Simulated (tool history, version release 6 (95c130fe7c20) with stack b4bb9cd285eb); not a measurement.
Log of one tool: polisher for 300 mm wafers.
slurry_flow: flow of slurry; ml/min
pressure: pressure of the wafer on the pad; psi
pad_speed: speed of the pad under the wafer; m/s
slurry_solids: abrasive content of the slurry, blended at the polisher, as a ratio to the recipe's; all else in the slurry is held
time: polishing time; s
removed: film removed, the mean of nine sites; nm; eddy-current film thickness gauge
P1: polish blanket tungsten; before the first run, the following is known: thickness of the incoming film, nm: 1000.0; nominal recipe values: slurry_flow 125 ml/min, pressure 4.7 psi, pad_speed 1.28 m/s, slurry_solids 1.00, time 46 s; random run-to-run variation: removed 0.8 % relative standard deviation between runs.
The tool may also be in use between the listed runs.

{"run": 1, "hour": 2.6, "slurry_flow": 125, "pressure": 4.7, "pad_speed": 1.28, "slurry_solids": 1.0, "time": 46, "removed": 407.33}
{"run": 2, "hour": 5.4, "slurry_flow": 75, "pressure": 4.7, "pad_speed": 1.28, "slurry_solids": 1.0, "time": 46, "removed": 350.48}
{"run": 3, "hour": 7.7, "slurry_flow": 125, "pressure": 4.7, "pad_speed": 1.28, "slurry_solids": 1.0, "time": 46, "removed": 400.1}
{"run": 4, "hour": 9.9, "slurry_flow": 125, "pressure": 4.7, "pad_speed": 1.28, "slurry_solids": 1.0, "time": 46, "removed": 405.52}
{"run": 5, "hour": 13.2, "slurry_flow": 125, "pressure": 4.7, "pad_speed": 1.28, "slurry_solids": 1.0, "time": 46, "removed": 409.33}
{"run": 6, "hour": 15.4, "slurry_flow": 125, "pressure": 4.7, "pad_speed": 1.76, "slurry_solids": 1.0, "time": 46, "removed": 557.45}
{"run": 7, "hour": 18.6, "slurry_flow": 125, "pressure": 4.7, "pad_speed": 1.28, "slurry_solids": 1.0, "time": 21, "removed": 184.77}
{"run": 8, "hour": 23.1, "slurry_flow": 125, "pressure": 4.7, "pad_speed": 0.96, "slurry_solids": 1.0, "time": 46, "removed": 304.04}
{"run": 9, "hour": 26.0, "slurry_flow": 125, "pressure": 4.7, "pad_speed": 1.28, "slurry_solids": 0.7, "time": 46, "removed": 371.73}
{"run": 10, "hour": 28.4, "slurry_flow": 125, "pressure": 4.7, "pad_speed": 1.28, "slurry_solids": 1.0, "time": 46, "removed": 410.5}
{"hour": 28.8, "done": "slurry nozzle cleaned"}
{"run": 11, "hour": 31.1, "slurry_flow": 175, "pressure": 4.7, "pad_speed": 1.28, "slurry_solids": 1.25, "time": 46, "removed": 459.16}
{"run": 12, "hour": 34.2, "slurry_flow": 125, "pressure": 4.7, "pad_speed": 1.28, "slurry_solids": 1.0, "time": 46, "removed": 407.57}
{"run": 13, "hour": 38.9, "slurry_flow": 125, "pressure": 7.1, "pad_speed": 1.28, "slurry_solids": 1.0, "time": 46, "removed": 612.35}
{"run": 14, "hour": 41.7, "slurry_flow": 170, "pressure": 4.7, "pad_speed": 1.28, "slurry_solids": 1.0, "time": 46, "removed": 428.72}
{"run": 15, "hour": 46.3, "slurry_flow": 125, "pressure": 4.7, "pad_speed": 1.28, "slurry_solids": 1.0, "time": 64, "removed": 568.64}
{"run": 16, "hour": 50.6, "slurry_flow": 125, "pressure": 3.4, "pad_speed": 1.28, "slurry_solids": 1.0, "time": 46, "removed": 294.71}
{"run": 17, "hour": 54.9, "slurry_flow": 125, "pressure": 4.7, "pad_speed": 1.28, "slurry_solids": 1.45, "time": 46, "removed": 446.24}
{"run": 18, "hour": 58.4, "slurry_flow": 125, "pressure": 4.7, "pad_speed": 1.28, "slurry_solids": 1.0, "time": 46, "removed": 403.39}
{"run": 19, "hour": 62.7, "slurry_flow": 125, "pressure": 4.7, "pad_speed": 1.28, "slurry_solids": 1.0, "time": 46, "removed": 388.33}
{"run": 20, "hour": 66.2, "slurry_flow": 125, "pressure": 4.7, "pad_speed": 1.28, "slurry_solids": 1.0, "time": 46, "removed": 380.29}
{"run": 21, "hour": 68.4, "slurry_flow": 125, "pressure": 4.7, "pad_speed": 1.28, "slurry_solids": 1.0, "time": 46, "removed": 373.75}
{"run": 22, "hour": 72.5, "slurry_flow": 125, "pressure": 4.7, "pad_speed": 1.28, "slurry_solids": 1.0, "time": 46, "removed": 362.97}
{"hour": 73.3, "done": "worn pad replaced by a new one"}
{"hour": 74.3, "done": "head pressure recalibrated"}
{"hour": 75.1, "done": "slurry blender recalibrated"}
{"run": 23, "hour": 75.7, "slurry_flow": 125, "pressure": 4.7, "pad_speed": 1.28, "slurry_solids": 1.0, "time": 46, "removed": 363.21}
{"run": 24, "hour": 78.7, "slurry_flow": 125, "pressure": 4.7, "pad_speed": 1.28, "slurry_solids": 1.0, "time": 46, "removed": 355.98}
{"run": 25, "hour": 81.7, "slurry_flow": 125, "pressure": 4.7, "pad_speed": 1.28, "slurry_solids": 1.0, "time": 46, "removed": 360.23}
{"run": 26, "hour": 85.6, "slurry_flow": 125, "pressure": 4.7, "pad_speed": 1.28, "slurry_solids": 1.0, "time": 46, "removed": 357.9}
{"run": 27, "hour": 88.6, "slurry_flow": 125, "pressure": 4.7, "pad_speed": 1.28, "slurry_solids": 1.0, "time": 46, "removed": 355.17}

What P1 gives has crept off from where it sat before. The 2 causes that follow fit the log equally well, each at the size noted:
A: peroxide lost from the slurry, % = 27.9
B: slurry flow missing at the pad, % = 39.3
The process output started creeping at around hour 58.4.
The rest of the possible causes, and what rules out each one:
removal rate lost through wear of the pad, %: serviced at hour 73.3, after the change had begun; the process did not return to its earlier output
head's pressure below its setpoint, %: serviced at hour 74.3, after the change had begun; the process did not return to its earlier output
abrasive missing from the slurry, %: serviced at hour 75.1, after the change had begun; the process did not return to its earlier output

Each of the check runs listed below is run on 5 wafers and reports their average, with the results left as question marks. Pick the one under which the possible causes would lead to clearly different results.
{"run": "check 1", "hour": 91.6, "slurry_flow": 125, "pressure": 4.7, "pad_speed": 1.28, "slurry_solids": 1.2, "time": 46, "removed": "?"}
{"run": "check 2", "hour": 91.6, "slurry_flow": 125, "pressure": 6.4, "pad_speed": 1.28, "slurry_solids": 1.0, "time": 46, "removed": "?"}
{"run": "check 3", "hour": 91.6, "slurry_flow": 160, "pressure": 4.7, "pad_speed": 1.28, "slurry_solids": 1.0, "time": 46, "removed": "?"}
{"run": "check 4", "hour": 91.6, "slurry_flow": 125, "pressure": 5.6, "pad_speed": 1.28, "slurry_solids": 1.0, "time": 46, "removed": "?"}

Expected result of each check under each candidate cause:
check=check_1 result=removed if_A=371.35 if_B=371.39
check=check_2 result=removed if_A=484.14 if_B=484.19
check=check_3 result=removed if_A=372.12 if_B=381.79
check=check_4 result=removed if_A=423.62 if_B=423.67
Gap, in per cent, between the two causes that each check separates least, read from the result that separates them most: check 1 0.01 %; check 2 0.01 %; check 3 2.57 %; check 4 0.01 %
Check 3 is the one run that separates the causes; every other check would come out nearly the same whichever cause is at work.

Check 3 was carried out, with these results: removed 383.43 nm. Which of the listed causes is responsible?

It is B: slurry flow missing at the pad, %.
